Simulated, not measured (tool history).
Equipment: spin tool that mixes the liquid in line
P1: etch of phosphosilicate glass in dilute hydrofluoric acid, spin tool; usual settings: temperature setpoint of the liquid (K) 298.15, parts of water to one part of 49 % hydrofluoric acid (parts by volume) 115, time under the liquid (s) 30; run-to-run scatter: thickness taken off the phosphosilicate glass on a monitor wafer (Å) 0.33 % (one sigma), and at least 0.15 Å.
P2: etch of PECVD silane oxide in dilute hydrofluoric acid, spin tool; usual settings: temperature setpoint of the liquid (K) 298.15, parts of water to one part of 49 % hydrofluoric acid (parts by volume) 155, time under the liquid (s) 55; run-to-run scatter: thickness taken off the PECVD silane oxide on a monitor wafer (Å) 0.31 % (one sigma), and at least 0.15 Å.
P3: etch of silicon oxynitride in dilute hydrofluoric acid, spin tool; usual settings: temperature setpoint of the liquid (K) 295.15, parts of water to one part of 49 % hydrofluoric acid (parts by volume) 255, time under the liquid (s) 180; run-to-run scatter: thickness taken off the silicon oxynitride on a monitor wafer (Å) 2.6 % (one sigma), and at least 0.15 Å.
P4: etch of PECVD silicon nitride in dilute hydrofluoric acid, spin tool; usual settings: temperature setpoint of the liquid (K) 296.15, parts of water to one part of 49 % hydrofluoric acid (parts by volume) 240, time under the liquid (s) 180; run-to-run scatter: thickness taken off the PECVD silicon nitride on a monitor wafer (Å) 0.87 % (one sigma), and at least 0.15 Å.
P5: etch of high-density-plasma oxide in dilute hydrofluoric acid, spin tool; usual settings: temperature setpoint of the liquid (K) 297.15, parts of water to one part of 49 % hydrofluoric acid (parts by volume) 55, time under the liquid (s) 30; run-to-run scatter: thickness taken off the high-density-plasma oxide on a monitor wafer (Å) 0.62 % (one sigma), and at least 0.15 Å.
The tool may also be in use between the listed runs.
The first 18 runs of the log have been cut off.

run,hour,process that ran,temperature setpoint of the liquid (K),parts of water to one part of 49 % hydrofluoric acid (parts by volume),time under the liquid (s),hours since the thermometer was replaced,hours since the hydrofluoric acid flow meter was replaced,thickness taken off the phosphosilicate glass on a monitor wafer (Å),thickness taken off the silicon oxynitride on a monitor wafer (Å),thickness taken off the high-density-plasma oxide on a monitor wafer (Å),thickness taken off the PECVD silane oxide on a monitor wafer (Å),thickness taken off the PECVD silicon nitride on a monitor wafer (Å)
19,202.8,P4,296.15,240,180,962.3,524.3,,,,,22.572
20,216,P4,296.15,335,180,975.5,537.5,,,,,16.649
21,229.8,P2,298.15,155,55,989.3,551.3,,,,76.73,
22,240.4,P5,297.15,20,30,999.9,561.9,,,134.49,,
23,253.8,P1,298.15,115,30,1013.3,575.3,189.91,,,,
24,262,P1,298.15,115,30,1021.5,583.5,190.12,,,,
25,271.5,P3,295.15,105,180,1031,593,,24.331,,,
26,281,P4,302.65,240,180,1040.5,602.5,,,,,34.55
27,288.3,P5,297.15,55,30,1047.8,609.8,,,46.565,,
28,300.2,P2,292.65,155,55,1059.7,621.7,,,,61.758,

What will run 29 give?
29,310.6,P1,298.15,115,30,1070.1,632.1,?,,,,

thickness taken off the phosphosilicate glass on a monitor wafer (Å): 191.17
